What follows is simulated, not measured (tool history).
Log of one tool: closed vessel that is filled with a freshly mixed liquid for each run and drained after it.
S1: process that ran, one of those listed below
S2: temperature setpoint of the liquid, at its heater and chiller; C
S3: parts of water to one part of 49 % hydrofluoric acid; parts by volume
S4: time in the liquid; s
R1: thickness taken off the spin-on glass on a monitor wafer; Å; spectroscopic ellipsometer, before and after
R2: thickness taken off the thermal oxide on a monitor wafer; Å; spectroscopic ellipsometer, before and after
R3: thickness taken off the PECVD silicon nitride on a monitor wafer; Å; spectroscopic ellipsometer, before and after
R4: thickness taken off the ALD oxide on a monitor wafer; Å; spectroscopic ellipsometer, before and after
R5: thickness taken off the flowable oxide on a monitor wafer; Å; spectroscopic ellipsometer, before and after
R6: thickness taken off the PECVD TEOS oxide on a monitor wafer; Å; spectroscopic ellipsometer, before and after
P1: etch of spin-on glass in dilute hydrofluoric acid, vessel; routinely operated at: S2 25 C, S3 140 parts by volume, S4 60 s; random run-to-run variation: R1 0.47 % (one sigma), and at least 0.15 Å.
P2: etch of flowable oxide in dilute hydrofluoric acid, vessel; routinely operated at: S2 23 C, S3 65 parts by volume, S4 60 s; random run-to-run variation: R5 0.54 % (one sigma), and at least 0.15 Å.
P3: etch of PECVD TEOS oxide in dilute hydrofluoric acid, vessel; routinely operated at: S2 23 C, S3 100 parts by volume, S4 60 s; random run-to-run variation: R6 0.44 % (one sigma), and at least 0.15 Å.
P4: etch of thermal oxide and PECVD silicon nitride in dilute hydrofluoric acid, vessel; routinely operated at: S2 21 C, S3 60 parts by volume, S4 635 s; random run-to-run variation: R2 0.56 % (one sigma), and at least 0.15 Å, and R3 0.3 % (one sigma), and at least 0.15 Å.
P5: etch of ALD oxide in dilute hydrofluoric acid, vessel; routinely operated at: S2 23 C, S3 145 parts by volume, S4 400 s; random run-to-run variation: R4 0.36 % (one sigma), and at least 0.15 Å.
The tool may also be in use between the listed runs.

run	day	S1	S2	S3	S4	R1	R2	R3	R4	R5	R6
1	0.242	P1	25	140	60	145.25					
2	0.433	P4	21	60	635		468.08	149.66			
3	0.675	P1	25	140	60	145.68					
4	0.929	P5	27.5	145	400				445.12		
5	1.05	P5	23	145	400				374.7		
6	1.217	P4	21	60	180		135.42	42.62			
7	1.408	P1	25	140	60	145.15					
8	1.633	P5	23	145	185				173.05		
9	1.812	P2	23	65	30					176.81	
10	2.046	P2	23	110	60					198.17	
11	2.279	P1	25	140	90	217.84					
12	2.512	P2	23	65	60					354.26	
13	2.742	P5	23	95	400				604.59		
14	2.875	P3	17	100	60						110.41
15	3	P1	25	60	60	373.09					
16	3.217	P4	17	60	635		398.8	113.31			
17	3.346	P3	23	100	60						141.05
18	3.529	P1	33	140	60	194.23					
19	3.738	P4	21	60	635		475.66	150.02			
20	3.892	P2	17	65	60					274.69	
21	4.1	P1	20.5	140	30	61.006					
22	4.267	P3	23	160	60						82.402
23	4.521	P1	25	215	60	87.227					
24	4.688	P1	25	140	60	145.73					
25	4.862	P1	25	140	60	147.11					
26	5.021	P3	23	100	30						70.47
27	5.275	P1	25	140	30	72.884					
28	5.521	P4	21	30	635		974.77	293.02			
29	5.712	P1	17	140	60	105.98					
30	5.838	P1	25	140	60	146.2					
31	6.104	P1	25	140	60	150.73					
32	6.225	P1	25	140	60	153.22					
33	6.392	P1	25	140	60	154.84					
34	6.575	P1	25	140	60	153.82					
35	6.825	P1	25	140	60	156.04					
36	7.079	P1	25	140	60	158.46					
37	7.238	P1	25	140	60	157.54					
38	7.442	P1	25	140	60	158.57					
39	7.642	P1	25	140	60	158.57					
40	7.817	P1	25	140	60	157.97					
41	7.971	P1	25	140	60	158.53					

P1 no longer gives what it gave before; its output has crept away from where it was. The following 2 causes, each at its listed size, fit the log equally well:
A: hydrofluoric acid flow above the setpoint (%) = 7.8
B: liquid hotter than its thermometer reads (K) = 2.32
Creep in the process output first set in at about day 5.838.

Question marks stand in for the results of the 4 check runs listed below, each run on one wafer. Under which run would the listed causes show clearly different results?
check 1	8.125	P2	23	65	60					?	
check 2	8.125	P4	21	60	635		?	?			
check 3	8.125	P3	23	100	60						?
check 4	8.125	P5	23	145	400				?		

What each check would give under each cause:
check	result	if A	if B
check 1	R5	385.93	391.06
check 2	R2	510.11	518.22
check 2	R3	161.44	175.69
check 3	R6	153.98	155.2
check 4	R4	409.03	409.8
Gap, in per cent, between the two causes that each check separates least, read from the result that separates them most: check 1 1.32 %; check 2 8.46 %; check 3 0.79 %; check 4 0.19 %
Only check 2 tells the causes apart: in the others they would give nearly the same result.

Here is what check 2 returned: R2 511.8 Å; R3 161.57 Å. Which cause is it?

The correct cause is A, namely: hydrofluoric acid flow above the setpoint (%).
